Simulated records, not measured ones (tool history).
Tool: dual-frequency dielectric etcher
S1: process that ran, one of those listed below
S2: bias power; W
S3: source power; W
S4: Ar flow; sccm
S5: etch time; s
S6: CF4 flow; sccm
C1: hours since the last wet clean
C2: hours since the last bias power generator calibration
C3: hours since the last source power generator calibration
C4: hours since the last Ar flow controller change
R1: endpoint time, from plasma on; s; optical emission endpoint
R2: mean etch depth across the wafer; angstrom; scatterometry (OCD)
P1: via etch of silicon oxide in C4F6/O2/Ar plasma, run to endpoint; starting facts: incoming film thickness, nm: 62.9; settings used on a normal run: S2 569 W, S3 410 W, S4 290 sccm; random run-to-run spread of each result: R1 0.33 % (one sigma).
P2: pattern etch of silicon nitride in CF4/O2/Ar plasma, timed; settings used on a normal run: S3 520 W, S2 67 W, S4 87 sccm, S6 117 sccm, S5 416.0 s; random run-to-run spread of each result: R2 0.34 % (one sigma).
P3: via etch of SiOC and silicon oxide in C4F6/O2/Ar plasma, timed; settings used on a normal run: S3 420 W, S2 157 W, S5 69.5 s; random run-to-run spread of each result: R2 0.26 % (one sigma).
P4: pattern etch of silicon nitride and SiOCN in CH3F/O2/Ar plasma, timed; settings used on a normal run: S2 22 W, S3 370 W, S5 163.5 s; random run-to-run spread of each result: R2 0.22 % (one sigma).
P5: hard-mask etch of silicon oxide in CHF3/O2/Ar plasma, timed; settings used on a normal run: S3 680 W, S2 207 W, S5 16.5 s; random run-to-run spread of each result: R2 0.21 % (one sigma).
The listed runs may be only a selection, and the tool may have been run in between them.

| run | day | S1 | S2 | S3 | S4 | S5 | S6 | C1 | C2 | C3 | C4 | R1 | R2 |
|---|---|---|---|---|---|---|---|---|---|---|---|---|---|
| 1 | 0.479 | P1 | 569 | 410 | 290 |  |  | 178.6 | 673.6 | 3078.0 | 944.9 | 12.987 |  |
| 2 | 1.033 | P5 | 207 | 680 |  | 16.5 |  | 191.9 | 686.9 | 3091.3 | 958.2 |  | 355.67 |
| 3 | 1.604 | P1 | 569 | 410 | 290 |  |  | 205.6 | 700.6 | 3105.0 | 971.9 | 12.976 |  |
| 4 | 1.962 | P1 | 688 | 410 | 290 |  |  | 214.2 | 709.2 | 3113.6 | 980.5 | 12.094 |  |
| 5 | 2.412 | P4 | 22 | 370 |  | 227.0 |  | 225.0 | 720.0 | 3124.4 | 991.3 |  | 294.88 |
| 6 | 2.862 | P5 | 207 | 410 |  | 16.5 |  | 235.8 | 730.8 | 3135.2 | 1002.1 |  | 293.55 |
| 7 | 3.225 | P2 | 86 | 520 | 87 | 416.0 | 117 | 244.5 | 739.5 | 3143.9 | 1010.8 |  | 10380.00 |
| 8 | 3.812 | P2 | 67 | 520 | 120 | 416.0 | 117 | 258.6 | 753.6 | 3158.0 | 1024.9 |  | 9138.30 |
| 9 | 4.188 | P1 | 701 | 570 | 290 |  |  | 267.6 | 762.6 | 3167.0 | 1033.9 | 10.628 |  |
| 10 | 4.592 | P3 | 157 | 420 |  | 69.5 |  | 277.3 | 772.3 | 3176.7 | 1043.6 |  | 754.08 |
| 11 | 4.954 | P2 | 67 | 520 | 87 | 416.0 | 117 | 286.0 | 781.0 | 3185.4 | 1052.3 |  | 9494.50 |
| 12 | 5.433 | P2 | 67 | 330 | 87 | 416.0 | 117 | 297.5 | 792.5 | 3196.9 | 1063.8 |  | 6362.40 |
| 13 | 6.058 | P5 | 207 | 680 |  | 23.0 |  | 312.5 | 807.5 | 3211.9 | 1078.8 |  | 498.41 |
| 14 | 6.612 | P1 | 569 | 410 | 290 |  |  | 325.8 | 820.8 | 3225.2 | 1092.1 | 12.923 |  |
| 15 | 7.229 | P2 | 67 | 520 | 87 | 283.5 | 117 | 340.6 | 835.6 | 3240.0 | 1106.9 |  | 6425.90 |
| 16 | 7.838 | P1 | 669 | 550 | 290 |  |  | 355.2 | 850.2 | 3254.6 | 1121.5 | 10.988 |  |
| 17 | 8.371 | P1 | 569 | 270 | 290 |  |  | 368.0 | 863.0 | 3267.4 | 1134.3 | 15.156 |  |
|  | 8.379 | Ar flow controller replaced |
| 18 | 8.821 | P3 | 157 | 420 |  | 69.5 |  | 378.8 | 873.8 | 3278.2 | 10.6 |  | 752.04 |
| 19 | 9.175 | P1 | 569 | 410 | 290 |  |  | 387.3 | 882.3 | 3286.7 | 19.1 | 13.013 |  |
| 20 | 9.896 | P1 | 569 | 410 | 290 |  |  | 404.6 | 899.6 | 3304.0 | 36.4 | 12.979 |  |
| 21 | 10.354 | P2 | 67 | 520 | 87 | 416.0 | 117 | 415.6 | 910.6 | 3315.0 | 47.4 |  | 9447.00 |
| 22 | 10.729 | P5 | 125 | 680 |  | 16.5 |  | 424.6 | 919.6 | 3324.0 | 56.4 |  | 302.48 |
| 23 | 11.229 | P1 | 569 | 410 | 396 |  |  | 436.6 | 931.6 | 3336.0 | 68.4 | 13.432 |  |
| 24 | 11.929 | P4 | 22 | 510 |  | 163.5 |  | 453.4 | 948.4 | 3352.8 | 85.2 |  | 237.56 |
| 25 | 12.629 | P3 | 197 | 420 |  | 69.5 |  | 470.2 | 965.2 | 3369.6 | 102.0 |  | 807.81 |
| 26 | 12.988 | P5 | 207 | 680 |  | 16.5 |  | 478.8 | 973.8 | 3378.2 | 110.6 |  | 356.43 |
| 27 | 13.329 | P3 | 157 | 330 |  | 69.5 |  | 487.0 | 982.0 | 3386.4 | 118.8 |  | 682.00 |
| 28 | 13.729 | P4 | 22 | 370 |  | 163.5 |  | 496.6 | 991.6 | 3396.0 | 128.4 |  | 212.51 |
| 29 | 14.204 | P2 | 67 | 520 | 87 | 416.0 | 76 | 508.0 | 1003.0 | 3407.4 | 139.8 |  | 8996.40 |
| 30 | 14.667 | P1 | 404 | 410 | 290 |  |  | 519.1 | 1014.1 | 3418.5 | 150.9 | 14.827 |  |
| 31 | 15.154 | P4 | 16 | 370 |  | 163.5 |  | 530.8 | 1025.8 | 3430.2 | 162.6 |  | 184.76 |
| 32 | 15.754 | P3 | 157 | 420 |  | 104.5 |  | 545.2 | 1040.2 | 3444.6 | 177.0 |  | 1131.50 |
| 33 | 16.275 | P4 | 22 | 370 |  | 163.5 |  | 557.7 | 1052.7 | 3457.1 | 189.5 |  | 213.34 |
| 34 | 16.633 | P1 | 569 | 410 | 176 |  |  | 566.3 | 1061.3 | 3465.7 | 198.1 | 12.281 |  |
| 35 | 17.092 | P1 | 569 | 510 | 290 |  |  | 577.3 | 1072.3 | 3476.7 | 209.1 | 12.032 |  |
| 36 | 17.742 | P1 | 569 | 410 | 290 |  |  | 592.9 | 1087.9 | 3492.3 | 224.7 | 13.071 |  |
| 37 | 18.288 | P1 | 569 | 410 | 290 |  |  | 606.0 | 1101.0 | 3505.4 | 237.8 | 12.988 |  |
| 38 | 18.904 | P1 | 569 | 410 | 290 |  |  | 620.8 | 1115.8 | 3520.2 | 252.6 | 12.907 |  |
| 39 | 19.371 | P1 | 569 | 410 | 290 |  |  | 632.0 | 1127.0 | 3531.4 | 263.8 | 12.791 |  |
| 40 | 19.717 | P1 | 569 | 410 | 290 |  |  | 640.3 | 1135.3 | 3539.7 | 272.1 | 12.787 |  |
|  | 20.067 | wet clean of the chamber |
| 41 | 20.329 | P1 | 569 | 410 | 290 |  |  | 6.3 | 1150.0 | 3554.4 | 286.8 | 12.805 |  |
|  | 20.517 | Ar flow controller replaced |
| 42 | 20.975 | P1 | 569 | 410 | 290 |  |  | 21.8 | 1165.5 | 3569.9 | 11.0 | 12.801 |  |
| 43 | 21.633 | P1 | 569 | 410 | 290 |  |  | 37.6 | 1181.3 | 3585.7 | 26.8 | 12.849 |  |

Compared with where it was, what P1 gives has crept away. Each cause listed below fits the log as well as the rest, at the size given for it:
A: source power that arrives over what is set, % = 4.58
B: bias power that arrives over what is set, % = 4.4
Onset of the creep was near day 17.742.
Other possible causes, and why each is ruled out:
chamber walls in a state that raises the etch rate, %: was serviced at day 20.067, once the creep was under way, yet the earlier output never came back
Ar flow that arrives under what is set, %: was serviced at day 20.517, once the creep was under way, yet the earlier output never came back

Of the 4 check runs below, each run on 2 wafers with the results averaged and each result still a question mark, which one would tell the listed causes apart?
| check 1 | 22.292 | P4 | 22 | 430 |  | 163.5 |  |  |  |  |  |  | ? |
| check 2 | 22.292 | P5 | 164 | 680 |  | 16.5 |  |  |  |  |  |  | ? |
| check 3 | 22.292 | P2 | 86 | 370 | 87 | 416.0 | 117 |  |  |  |  |  | ? |
| check 4 | 22.292 | P3 | 189 | 420 |  | 102.5 |  |  |  |  |  |  | ? |

Outcome of each check run for each possible cause:
| check | result | if A | if B |
|---|---|---|---|
| check 1 | R2 | 227.20 | 228.01 |
| check 2 | R2 | 335.69 | 334.63 |
| check 3 | R2 | 8050.20 | 7882.20 |
| check 4 | R2 | 1195.10 | 1191.20 |
Minimum pairwise separation of causes per check, each pair taken at its best-separating result: check 1 0.36 %; check 2 0.31 %; check 3 2.11 %; check 4 0.33 %
Only in check 3 would the causes give clearly different results; in the remaining checks their results would be nearly the same.

Here is what check 3 returned: R2 7902.70 angstrom. Which cause is it?

Of the candidate causes, it is B: bias power that arrives over what is set, %.
